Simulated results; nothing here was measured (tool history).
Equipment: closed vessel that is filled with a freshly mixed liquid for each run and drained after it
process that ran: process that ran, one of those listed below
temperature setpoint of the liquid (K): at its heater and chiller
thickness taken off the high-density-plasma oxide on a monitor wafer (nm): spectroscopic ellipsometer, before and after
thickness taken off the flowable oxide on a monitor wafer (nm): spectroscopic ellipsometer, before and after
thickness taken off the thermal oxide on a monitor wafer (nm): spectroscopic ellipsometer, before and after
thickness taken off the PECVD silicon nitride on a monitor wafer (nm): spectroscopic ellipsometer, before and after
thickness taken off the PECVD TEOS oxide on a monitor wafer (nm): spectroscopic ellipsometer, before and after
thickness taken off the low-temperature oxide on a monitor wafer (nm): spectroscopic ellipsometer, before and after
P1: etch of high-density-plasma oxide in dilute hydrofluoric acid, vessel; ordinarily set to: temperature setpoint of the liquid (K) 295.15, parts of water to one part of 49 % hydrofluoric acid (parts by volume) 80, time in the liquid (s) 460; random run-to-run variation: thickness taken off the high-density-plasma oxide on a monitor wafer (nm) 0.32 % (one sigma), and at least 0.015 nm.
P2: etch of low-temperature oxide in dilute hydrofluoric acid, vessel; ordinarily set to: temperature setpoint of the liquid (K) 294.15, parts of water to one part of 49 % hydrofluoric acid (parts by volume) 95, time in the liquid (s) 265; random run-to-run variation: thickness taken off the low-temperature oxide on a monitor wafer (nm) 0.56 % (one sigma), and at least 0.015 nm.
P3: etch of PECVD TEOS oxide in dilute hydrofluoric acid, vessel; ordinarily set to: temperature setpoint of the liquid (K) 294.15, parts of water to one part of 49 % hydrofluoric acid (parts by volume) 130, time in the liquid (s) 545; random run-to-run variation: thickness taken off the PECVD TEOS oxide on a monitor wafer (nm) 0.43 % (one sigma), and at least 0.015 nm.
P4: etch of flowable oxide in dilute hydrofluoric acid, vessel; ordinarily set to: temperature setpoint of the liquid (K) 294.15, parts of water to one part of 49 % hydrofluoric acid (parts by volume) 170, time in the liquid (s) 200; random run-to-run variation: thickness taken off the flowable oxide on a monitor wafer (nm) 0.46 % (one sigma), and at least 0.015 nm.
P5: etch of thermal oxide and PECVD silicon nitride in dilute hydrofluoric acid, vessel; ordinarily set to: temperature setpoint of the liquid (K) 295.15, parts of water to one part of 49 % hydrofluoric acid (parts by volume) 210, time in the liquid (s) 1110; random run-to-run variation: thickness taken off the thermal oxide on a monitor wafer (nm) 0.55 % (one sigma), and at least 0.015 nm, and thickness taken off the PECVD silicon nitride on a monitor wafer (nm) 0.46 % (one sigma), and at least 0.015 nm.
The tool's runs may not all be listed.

| run | hour | process that ran | temperature setpoint of the liquid (K) | parts of water to one part of 49 % hydrofluoric acid (parts by volume) | time in the liquid (s) | hours since the thermometer was replaced | hours since the hydrofluoric acid flow meter was replaced | thickness taken off the high-density-plasma oxide on a monitor wafer (nm) | thickness taken off the flowable oxide on a monitor wafer (nm) | thickness taken off the thermal oxide on a monitor wafer (nm) | thickness taken off the PECVD silicon nitride on a monitor wafer (nm) | thickness taken off the PECVD TEOS oxide on a monitor wafer (nm) | thickness taken off the low-temperature oxide on a monitor wafer (nm) |
|---|---|---|---|---|---|---|---|---|---|---|---|---|---|
| 1 | 9.3 | P1 | 295.15 | 80 | 460 | 1040.6 | 658.6 | 27.8800 |  |  |  |  |  |
| 2 | 16.0 | P4 | 294.15 | 50 | 200 | 1047.3 | 665.3 |  | 149.620 |  |  |  |  |
| 3 | 23.5 | P1 | 299.15 | 80 | 460 | 1054.8 | 672.8 | 32.6580 |  |  |  |  |  |
| 4 | 32.1 | P1 | 295.15 | 80 | 460 | 1063.4 | 681.4 | 27.7500 |  |  |  |  |  |
| 5 | 40.3 | P4 | 294.15 | 170 | 200 | 1071.6 | 689.6 |  | 38.381 |  |  |  |  |
| 6 | 48.3 | P1 | 295.15 | 45 | 460 | 1079.6 | 697.6 | 51.4140 |  |  |  |  |  |
| 7 | 55.8 | P1 | 295.15 | 80 | 150 | 1087.1 | 705.1 | 9.0326 |  |  |  |  |  |
| 8 | 64.8 | P5 | 295.15 | 210 | 380 | 1096.1 | 714.1 |  |  | 7.4944 | 2.7189 |  |  |
| 9 | 70.2 | P1 | 295.15 | 80 | 755 | 1101.5 | 719.5 | 45.5190 |  |  |  |  |  |
| 10 | 76.8 | P1 | 295.15 | 80 | 460 | 1108.1 | 726.1 | 27.6520 |  |  |  |  |  |
| 11 | 84.9 | P1 | 299.15 | 25 | 460 | 1116.2 | 734.2 | 112.7500 |  |  |  |  |  |
| 12 | 93.6 | P4 | 290.15 | 170 | 200 | 1124.9 | 742.9 |  | 32.765 |  |  |  |  |
| 13 | 102.1 | P3 | 294.15 | 130 | 545 | 1133.4 | 751.4 |  |  |  |  | 49.470 |  |
| 14 | 108.4 | P2 | 294.15 | 175 | 265 | 1139.7 | 757.7 |  |  |  |  |  | 13.472 |
| 15 | 117.5 | P3 | 294.15 | 130 | 890 | 1148.8 | 766.8 |  |  |  |  | 80.765 |  |
| 16 | 121.8 | P4 | 294.15 | 170 | 355 | 1153.1 | 771.1 |  | 68.241 |  |  |  |  |
| 17 | 126.6 | P5 | 295.15 | 210 | 1110 | 1157.9 | 775.9 |  |  | 21.6350 | 7.7774 |  |  |
| 18 | 134.8 | P2 | 294.15 | 95 | 265 | 1166.1 | 784.1 |  |  |  |  |  | 26.986 |
| 19 | 140.5 | P4 | 294.15 | 170 | 200 | 1171.8 | 789.8 |  | 38.344 |  |  |  |  |
| 20 | 149.7 | P5 | 301.15 | 210 | 1110 | 1181.0 | 799.0 |  |  | 26.9090 | 11.2860 |  |  |
| 21 | 156.6 | P5 | 295.15 | 115 | 1110 | 1187.9 | 805.9 |  |  | 43.9540 | 13.9520 |  |  |
| 22 | 163.7 | P1 | 295.15 | 80 | 460 | 1195.0 | 813.0 | 27.6540 |  |  |  |  |  |
| 23 | 172.4 | P2 | 294.15 | 95 | 265 | 1203.7 | 821.7 |  |  |  |  |  | 27.133 |
| 24 | 179.6 | P3 | 294.15 | 30 | 545 | 1210.9 | 828.9 |  |  |  |  | 240.420 |  |
| 25 | 188.0 | P2 | 294.15 | 95 | 505 | 1219.3 | 837.3 |  |  |  |  |  | 52.043 |
| 26 | 194.5 | P2 | 302.15 | 95 | 265 | 1225.8 | 843.8 |  |  |  |  |  | 37.019 |
| 27 | 199.1 | P1 | 295.15 | 80 | 460 | 1230.4 | 848.4 | 27.5640 |  |  |  |  |  |
| 28 | 208.1 | P3 | 290.15 | 130 | 545 | 1239.4 | 857.4 |  |  |  |  | 42.286 |  |
| 29 | 214.8 | P1 | 295.15 | 130 | 460 | 1246.1 | 864.1 | 16.1880 |  |  |  |  |  |
| 30 | 221.8 | P1 | 290.15 | 80 | 460 | 1253.1 | 871.1 | 22.3560 |  |  |  |  |  |
| 31 | 229.3 | P1 | 295.15 | 80 | 460 | 1260.6 | 878.6 | 27.6480 |  |  |  |  |  |
| 32 | 237.2 | P1 | 295.15 | 80 | 460 | 1268.5 | 886.5 | 28.1960 |  |  |  |  |  |
| 33 | 245.3 | P1 | 295.15 | 80 | 460 | 1276.6 | 894.6 | 28.7800 |  |  |  |  |  |
| 34 | 252.6 | P1 | 295.15 | 80 | 460 | 1283.9 | 901.9 | 29.2840 |  |  |  |  |  |
| 35 | 258.8 | P1 | 295.15 | 80 | 460 | 1290.1 | 908.1 | 29.1630 |  |  |  |  |  |
| 36 | 263.5 | P1 | 295.15 | 80 | 460 | 1294.8 | 912.8 | 29.5850 |  |  |  |  |  |
| 37 | 270.6 | P1 | 295.15 | 80 | 460 | 1301.9 | 919.9 | 29.3950 |  |  |  |  |  |
| 38 | 276.2 | P1 | 295.15 | 80 | 460 | 1307.5 | 925.5 | 29.4330 |  |  |  |  |  |
| 39 | 285.1 | P1 | 295.15 | 80 | 460 | 1316.4 | 934.4 | 29.7220 |  |  |  |  |  |
| 40 | 292.7 | P1 | 295.15 | 80 | 460 | 1324.0 | 942.0 | 29.6680 |  |  |  |  |  |
| 41 | 297.8 | P1 | 295.15 | 80 | 460 | 1329.1 | 947.1 | 29.5410 |  |  |  |  |  |

What P1 gives has crept off from where it sat before. The 2 causes that follow fit the log equally well, each at the size noted:
A: hydrofluoric acid flow above the setpoint (%) = 6.28
B: liquid hotter than its thermometer reads (K) = 1.65
The onset of the drift is placed at about hour 229.3.

Consider the 4 single-wafer check runs listed below, results given as question marks: which one distinguishes between the causes by giving clearly different results for each?
| check 1 | 302.9 | P4 | 294.15 | 170 | 200 |  |  |  | ? |  |  |  |  |
| check 2 | 302.9 | P2 | 294.15 | 95 | 265 |  |  |  |  |  |  |  | ? |
| check 3 | 302.9 | P5 | 295.15 | 210 | 1110 |  |  |  |  | ? | ? |  |  |
| check 4 | 302.9 | P3 | 294.15 | 130 | 545 |  |  |  |  |  |  | ? |  |

Check results expected under each cause:
| check | result | if A | if B |
|---|---|---|---|
| check 1 | thickness taken off the flowable oxide on a monitor wafer (nm) | 41.392 | 41.070 |
| check 2 | thickness taken off the low-temperature oxide on a monitor wafer (nm) | 28.905 | 28.892 |
| check 3 | thickness taken off the thermal oxide on a monitor wafer (nm) | 23.2990 | 23.0160 |
| check 3 | thickness taken off the PECVD silicon nitride on a monitor wafer (nm) | 8.2662 | 8.6499 |
| check 4 | thickness taken off the PECVD TEOS oxide on a monitor wafer (nm) | 52.934 | 52.722 |
Separation of the two closest causes in each check, using whichever result separates them best: check 1 0.78 %; check 2 0.05 %; check 3 4.54 %; check 4 0.4 %
The other checks would show nearly matching results whichever cause is true, so check 3 is the only one that separates the causes.

The results of check 3 are: thickness taken off the thermal oxide on a monitor wafer (nm) 23.0710; thickness taken off the PECVD silicon nitride on a monitor wafer (nm) 8.6159. Based on these, which of the listed causes is it?

The correct cause is B, namely: liquid hotter than its thermometer reads (K).
